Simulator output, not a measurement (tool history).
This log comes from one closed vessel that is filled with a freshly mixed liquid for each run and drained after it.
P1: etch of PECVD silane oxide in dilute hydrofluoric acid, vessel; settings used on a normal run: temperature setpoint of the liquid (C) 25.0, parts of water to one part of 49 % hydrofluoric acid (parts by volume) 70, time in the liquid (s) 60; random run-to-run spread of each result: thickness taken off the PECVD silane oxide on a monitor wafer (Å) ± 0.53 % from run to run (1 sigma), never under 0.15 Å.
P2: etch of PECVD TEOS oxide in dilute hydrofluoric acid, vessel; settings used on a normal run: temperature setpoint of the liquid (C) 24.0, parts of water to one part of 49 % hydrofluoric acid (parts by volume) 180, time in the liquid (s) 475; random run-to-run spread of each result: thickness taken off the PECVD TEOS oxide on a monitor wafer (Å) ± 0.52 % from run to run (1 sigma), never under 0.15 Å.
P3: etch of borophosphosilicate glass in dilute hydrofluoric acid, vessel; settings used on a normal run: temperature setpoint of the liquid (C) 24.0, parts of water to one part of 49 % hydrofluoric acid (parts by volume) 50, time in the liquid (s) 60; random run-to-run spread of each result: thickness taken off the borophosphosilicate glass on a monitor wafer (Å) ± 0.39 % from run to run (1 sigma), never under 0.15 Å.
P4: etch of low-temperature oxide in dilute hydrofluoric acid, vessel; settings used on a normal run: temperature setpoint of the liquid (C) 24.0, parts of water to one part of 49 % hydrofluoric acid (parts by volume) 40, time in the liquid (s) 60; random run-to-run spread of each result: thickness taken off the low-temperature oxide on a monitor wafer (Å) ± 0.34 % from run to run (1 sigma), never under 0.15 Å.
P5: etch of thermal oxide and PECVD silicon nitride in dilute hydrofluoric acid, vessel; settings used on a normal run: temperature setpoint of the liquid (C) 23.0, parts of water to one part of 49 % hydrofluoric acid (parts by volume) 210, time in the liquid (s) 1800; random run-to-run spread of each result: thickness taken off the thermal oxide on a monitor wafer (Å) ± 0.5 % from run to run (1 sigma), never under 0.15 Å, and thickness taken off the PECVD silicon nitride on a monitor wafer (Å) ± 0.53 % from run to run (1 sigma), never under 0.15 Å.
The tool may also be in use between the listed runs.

run   hour  process that ran  temperature setpoint of the liquid (C)  parts of water to one part of 49 % hydrofluoric acid (parts by volume)  time in the liquid (s)  hours since the thermometer was replaced  hours since the hydrofluoric acid flow meter was replaced  thickness taken off the PECVD silane oxide on a monitor wafer (Å)  thickness taken off the low-temperature oxide on a monitor wafer (Å)  thickness taken off the borophosphosilicate glass on a monitor wafer (Å)  thickness taken off the thermal oxide on a monitor wafer (Å)  thickness taken off the PECVD silicon nitride on a monitor wafer (Å)  thickness taken off the PECVD TEOS oxide on a monitor wafer (Å)
  1    7.9                P1                                    25.0                                                                      70                      60                                     839.3                                                      613.6                                                             219.90
  2   15.1                P4                                    24.0                                                                      40                      60                                     846.5                                                      620.8                                                                                                                                   237.59
  3   22.2                P3                                    24.0                                                                      90                      60                                     853.6                                                      627.9                                                                                                                                                                                                             346.43
  4   29.1                P1                                    25.0                                                                      70                      30                                     860.5                                                      634.8                                                             111.00
  5   38.2                P1                                    25.0                                                                      70                      60                                     869.6                                                      643.9                                                             222.87
  6   44.1                P1                                    25.0                                                                      25                      60                                     875.5                                                      649.8                                                             658.87
  7   53.3                P4                                    29.0                                                                      40                      60                                     884.7                                                      659.0                                                                                                                                   290.42
  8   59.9                P4                                    24.0                                                                      40                      30                                     891.3                                                      665.6                                                                                                                                   118.68
  9   68.7                P4                                    24.0                                                                      40                      60                                     900.1                                                      674.4                                                                                                                                   237.67
 10   76.8                P3                                    24.0                                                                      50                      30                                     908.2                                                      682.5                                                                                                                                                                                                             332.78
 11   83.4                P3                                    28.0                                                                      50                      60                                     914.8                                                      689.1                                                                                                                                                                                                             777.23
 12   90.1                P5                                    31.0                                                                     210                    1800                                     921.5                                                      695.8                                                                                                                                                                                                                                                                           455.70                                                                450.73
 13   96.8                P5                                    23.0                                                                     210                    1800                                     928.2                                                      702.5                                                                                                                                                                                                                                                                           340.47                                                                274.46
 14  103.7                P2                                    24.0                                                                     180                      30                                     935.1                                                      709.4                                                                                                                                                                                                                                                                                                                                                                                                                  37.066
 15  109.7                P4                                    24.0                                                                      55                      60                                     941.1                                                      715.4                                                                                                                                   170.56
 16  119.7                P2                                    24.0                                                                     180                     475                                     951.1                                                      725.4                                                                                                                                                                                                                                                                                                                                                                                                                 579.750
 17  129.7                P1                                    25.0                                                                      70                      60                                     961.1                                                      735.4                                                             222.72
 18  135.6                P5                                    23.0                                                                     210                    2735                                     967.0                                                      741.3                                                                                                                                                                                                                                                                           519.44                                                                420.90
 19  140.8                P1                                    25.0                                                                      70                      60                                     972.2                                                      746.5                                                             222.27
 20  146.5                P2                                    24.0                                                                      85                     475                                     977.9                                                      752.2                                                                                                                                                                                                                                                                                                                                                                                                                1385.400
 21  152.5                P3                                    24.0                                                                      50                      60                                     983.9                                                      758.2                                                                                                                                                                                                             655.62
 22  158.3                P1                                    25.0                                                                     125                      60                                     989.7                                                      764.0                                                             116.27
 23  166.2                P1                                    25.0                                                                      70                      60                                     997.6                                                      771.9                                                             224.23
 24  174.0                P2                                    31.0                                                                     180                     475                                    1005.4                                                      779.7                                                                                                                                                                                                                                                                                                                                                                                                                 751.250
 25  179.1                P1                                    29.5                                                                      70                      60                                    1010.5                                                      784.8                                                             264.02
 26  188.8                P5                                    23.0                                                                     380                    1800                                    1020.2                                                      794.5                                                                                                                                                                                                                                                                           160.82                                                                152.05
 27  194.8                P1                                    25.0                                                                      70                     115                                    1026.2                                                      800.5                                                             427.26
 28  202.5                P1                                    17.5                                                                      70                      60                                    1033.9                                                      808.2                                                             162.58

Run 29, settings as shown, results not yet in. Your forecast:
 29  207.3                P1                                    25.0                                                                     105                     110                                    1038.7                                                      813.0                                                                  ?

Logged for run 29: thickness taken off the PECVD silane oxide on a monitor wafer (Å) 262.57.

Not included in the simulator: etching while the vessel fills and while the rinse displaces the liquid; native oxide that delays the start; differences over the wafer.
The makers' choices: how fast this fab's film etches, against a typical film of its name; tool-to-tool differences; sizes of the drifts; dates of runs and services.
